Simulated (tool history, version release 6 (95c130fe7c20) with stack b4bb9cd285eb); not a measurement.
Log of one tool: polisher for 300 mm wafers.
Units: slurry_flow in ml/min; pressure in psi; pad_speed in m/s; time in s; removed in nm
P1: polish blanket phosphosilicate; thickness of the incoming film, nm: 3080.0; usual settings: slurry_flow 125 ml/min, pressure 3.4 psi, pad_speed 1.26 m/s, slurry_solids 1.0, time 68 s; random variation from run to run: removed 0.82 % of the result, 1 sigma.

run,day,slurry_flow,pressure,pad_speed,slurry_solids,time,wafers polished on this pad,hours since the slurry nozzle was cleaned,hours since the head pressure was calibrated,hours since the slurry blender was calibrated,hours since the conditioning disc was replaced,removed
1,0.350,125,3.4,1.26,1.0,68,372,83.6,654.3,39.2,170.5,827.14
2,0.692,125,3.4,1.26,0.5,68,440,91.8,662.5,47.4,178.7,567.92
3,0.996,125,1.8,1.26,1.0,68,500,99.1,669.8,54.7,186.0,436.35
4,1.338,125,3.4,1.26,1.0,68,568,107.3,678.0,62.9,194.2,821.45
5,1.800,195,3.4,1.26,1.0,68,659,118.4,689.1,74.0,205.3,885.60
6,2.242,125,3.4,1.26,1.0,68,746,129.0,699.7,84.6,215.9,821.72
7,2.529,125,3.4,0.82,1.0,68,803,135.9,706.6,91.5,222.8,588.20
8,2.854,125,3.4,1.26,1.0,68,868,143.7,714.4,99.3,230.6,823.61
9,3.262,125,3.4,1.26,1.0,68,948,153.5,724.2,109.1,240.4,824.74
10,3.550,125,4.7,1.26,1.0,68,1005,160.4,731.1,116.0,247.3,1146.40
11,3.800,125,2.3,1.26,1.0,87,1055,166.4,737.1,122.0,253.3,726.15
12,4.004,125,3.4,1.26,1.0,102,1095,171.3,742.0,126.9,258.2,1236.10
13,4.242,125,3.4,1.26,1.0,38,1142,177.0,747.7,132.6,263.9,464.94
14,4.679,125,1.8,1.26,1.3,68,1228,187.5,758.2,143.1,274.4,488.32

The next listed run, before its measurement:
# day 4.775: slurry blender recalibrated
15,4.917,125,3.4,1.84,1.0,68,1275,193.2,763.9,3.5,280.1,?

Run 15 gave removed 1124.90 nm.
